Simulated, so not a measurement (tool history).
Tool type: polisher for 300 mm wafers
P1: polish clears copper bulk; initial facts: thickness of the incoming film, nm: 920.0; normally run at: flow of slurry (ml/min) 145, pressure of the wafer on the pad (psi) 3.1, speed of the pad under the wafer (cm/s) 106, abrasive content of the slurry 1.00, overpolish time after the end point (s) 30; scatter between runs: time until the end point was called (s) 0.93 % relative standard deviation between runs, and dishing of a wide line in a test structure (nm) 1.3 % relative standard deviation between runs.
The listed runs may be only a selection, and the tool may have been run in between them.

run  hour  flow of slurry (ml/min)  pressure of the wafer on the pad (psi)  speed of the pad under the wafer (cm/s)  abrasive content of the slurry  overpolish time after the end point (s)  wafers polished on this pad  hours since the slurry nozzle was cleaned  hours since the head pressure was calibrated  hours since the slurry blender was calibrated  time until the end point was called (s)  dishing of a wide line in a test structure (nm)
  1   5.8                      145                                     3.1                                      106                            1.00                                       30                          394                                      184.3                                         208.6                                           75.6                                   76.899                                           89.592
  2  10.3                       95                                     3.1                                      106                            1.00                                       30                          430                                      188.8                                         213.1                                           80.1                                   83.760                                           91.224
  3  15.9                      145                                     3.1                                      106                            1.00                                       51                          475                                      194.4                                         218.7                                           85.7                                   76.331                                           94.519
  4  20.8                      145                                     3.1                                      106                            1.00                                       17                          514                                      199.3                                         223.6                                           90.6                                   75.873                                           78.791
  5  25.9                      145                                     3.1                                      170                            1.00                                       30                          555                                      204.4                                         228.7                                           95.7                                   47.403                                           93.347
  6  32.5                       85                                     2.3                                      106                            1.00                                       30                          608                                      211.0                                         235.3                                          102.3                                  115.130                                           78.362
  7  38.3                      145                                     3.1                                      106                            1.00                                       30                          655                                      216.8                                         241.1                                          108.1                                   76.048                                           89.070
  8  43.8                      145                                     3.1                                      106                            0.65                                       30                          699                                      222.3                                         246.6                                          113.6                                   82.623                                           89.722
  9  47.8                      220                                     3.1                                      106                            1.00                                       30                          731                                      226.3                                         250.6                                          117.6                                   71.287                                           90.275
 10  54.6                      145                                     3.1                                       68                            1.00                                       30                          786                                      233.1                                         257.4                                          124.4                                  118.900                                           81.040
 11  59.5                      145                                     3.1                                      106                            1.00                                       30                          825                                      238.0                                         262.3                                          129.3                                   76.241                                           89.054
 12  64.5                      145                                     3.1                                      106                            1.00                                       30                          865                                      243.0                                         267.3                                          134.3                                   75.900                                           89.742
 13  70.9                      145                                     1.6                                      106                            1.00                                       30                          917                                      249.4                                         273.7                                          140.7                                  147.720                                           69.091
 14  76.3                      145                                     3.1                                       74                            1.30                                       30                          960                                      254.8                                         279.1                                          146.1                                  103.130                                           87.545
 15  79.9                      145                                     3.1                                      106                            1.00                                       30                          989                                      258.4                                         282.7                                          149.7                                   75.772                                           92.283
 16  85.7                      145                                     3.1                                      106                            1.00                                       30                         1035                                      264.2                                         288.5                                          155.5                                   74.908                                           88.634

Run 17 comes next. What will it give?
 17  91.4                      145                                     3.1                                      106                            1.45                                       30                         1081                                      269.9                                         294.2                                          161.2                                        ?                                                ?

Logged for run 17: time until the end point was called (s) 69.526, dishing of a wide line in a test structure (nm) 91.968.
